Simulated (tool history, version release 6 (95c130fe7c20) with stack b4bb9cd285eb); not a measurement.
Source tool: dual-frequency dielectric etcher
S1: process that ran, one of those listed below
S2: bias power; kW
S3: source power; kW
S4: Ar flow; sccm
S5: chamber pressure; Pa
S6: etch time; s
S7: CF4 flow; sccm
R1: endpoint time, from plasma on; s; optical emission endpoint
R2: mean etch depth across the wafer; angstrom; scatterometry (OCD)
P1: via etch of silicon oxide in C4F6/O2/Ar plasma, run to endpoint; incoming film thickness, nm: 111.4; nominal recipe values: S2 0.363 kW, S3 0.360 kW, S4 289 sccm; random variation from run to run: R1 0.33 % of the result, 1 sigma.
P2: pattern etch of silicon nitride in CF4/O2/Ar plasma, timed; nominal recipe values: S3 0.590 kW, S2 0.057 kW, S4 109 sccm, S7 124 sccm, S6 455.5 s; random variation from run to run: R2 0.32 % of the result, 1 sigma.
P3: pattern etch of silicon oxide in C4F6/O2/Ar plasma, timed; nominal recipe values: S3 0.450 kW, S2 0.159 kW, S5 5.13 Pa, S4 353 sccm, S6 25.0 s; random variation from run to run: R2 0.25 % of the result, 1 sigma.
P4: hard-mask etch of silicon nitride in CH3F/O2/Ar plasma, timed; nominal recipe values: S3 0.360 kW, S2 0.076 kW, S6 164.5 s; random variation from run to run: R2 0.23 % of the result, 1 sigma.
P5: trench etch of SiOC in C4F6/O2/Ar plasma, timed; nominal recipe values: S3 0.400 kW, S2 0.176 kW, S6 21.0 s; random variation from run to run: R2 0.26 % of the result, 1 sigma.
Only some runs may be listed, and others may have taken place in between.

run    day  S1     S2     S3   S4    S5     S6   S7      R1        R2
  1  0.192  P1  0.363  0.360  289                    28.964
  2  0.288  P1  0.363  0.280  174                    30.070
  3  0.371  P1  0.284  0.360  400                    32.793
  4  0.554  P1  0.363  0.360  234                    28.522
  5  0.658  P3  0.159  0.450  353  5.13   25.0                 784.02
  6  0.846  P3  0.159  0.560  353  5.13   25.0                 853.10
  7  0.962  P2  0.078  0.590  109        455.5  124          12096.00
  8  1.129  P5  0.176  0.530              21.0                 484.27
  9  1.217  P4  0.076  0.360             164.5                1143.90
 10  1.388  P2  0.057  0.590  109        455.5  174          11202.00
 11  1.525  P4  0.076  0.360             245.0                1707.50
 12  1.625  P4  0.104  0.360             164.5                1287.90
 13  1.800  P2  0.057  0.590  109        455.5  124          10772.00
 14  1.896  P1  0.488  0.360  289                    26.156
 15  2.017  P3  0.215  0.450  353  5.13   25.0                 864.15
 16  2.117  P1  0.251  0.360  289                    33.218
 17  2.304  P1  0.363  0.460  289                    26.483
 18  2.483  P5  0.133  0.400              21.0                 397.40
 19  2.575  P4  0.076  0.500             164.5                1300.10
 20  2.692  P3  0.159  0.450  258  5.13   25.0                 813.66
 21  2.817  P1  0.363  0.360  289                    28.972
 22  2.912  P2  0.057  0.590  147        455.5  124          10425.00
 23  3.042  P2  0.057  0.590  109        278.5  124           6640.40
 24  3.188  P3  0.159  0.450  353  4.00   25.0                 806.57
 25  3.288  P5  0.176  0.400              21.0                 433.99
 26  3.429  P3  0.159  0.450  353  5.13   37.5                1172.40
 27  3.533  P1  0.363  0.280  289                    31.841
 28  3.650  P1  0.363  0.360  289                    29.084
 29  3.800  P1  0.219  0.460  289                    31.317
 30  3.962  P3  0.159  0.450  353  5.13   25.0                 781.08
 31  4.142  P2  0.057  0.450  109        455.5  124           8535.30
 32  4.267  P1  0.363  0.360  393                    30.018
 33  4.404  P1  0.363  0.360  289                    29.070
 34  4.488  P5  0.176  0.400              13.5                 279.08
 35  4.583  P1  0.363  0.360  289                    29.039
 36  4.758  P1  0.363  0.360  289                    28.648
 37  4.867  P1  0.363  0.360  289                    28.771
 38  4.988  P1  0.363  0.360  289                    28.758
     5.129  -- Ar flow controller replaced
 39  5.171  P1  0.363  0.360  289                    28.515
     5.221  -- wet clean of the chamber
 40  5.346  P1  0.363  0.360  289                    28.473
 41  5.488  P1  0.363  0.360  289                    28.452
 42  5.583  P1  0.363  0.360  289                    28.526
 43  5.733  P1  0.363  0.360  289                    28.535

What P1 gives has crept away from where it was. These 2 causes fit the log equally well, each at the size given:
A: bias power that arrives over what is set, % = 4.67
B: source power that arrives over what is set, % = 4.49
Onset of the creep was near day 4.583.
Each remaining cause and why it is not a fit:
chamber walls in a state that raises the etch rate, %: serviced at day 5.221, after the drift had started, without restoring the earlier output
Ar flow that arrives under what is set, %: serviced at day 5.129, after the drift had started, without restoring the earlier output

Which of the 4 check runs listed below, each an average over 2 wafers with its results shown as question marks, gives clearly different results under the different listed causes?
check 1  5.883  P4  0.076  0.450             241.0            ?
check 2  5.883  P2  0.057  0.590  145        338.0  124       ?
check 3  5.883  P3  0.159  0.450  353  5.13   33.0            ?
check 4  5.883  P5  0.176  0.400              15.5            ?

Check results expected under each cause:
  check  result     if A     if B
check 1      R2  1858.20  1859.80
check 2      R2  7881.80  8044.00
check 3      R2  1048.40  1051.90
check 4      R2   324.78   325.65
Smallest distance between any two causes, each pair judged by its most separating result, in per cent: check 1 0.09 %; check 2 2.04 %; check 3 0.33 %; check 4 0.27 %
The other checks would show nearly matching results whichever cause is true, so check 2 is the only one that separates the causes.

Check 2 was then run and gave: R2 7894.90 angstrom. Which cause is it?

The cause is A: bias power that arrives over what is set, %.
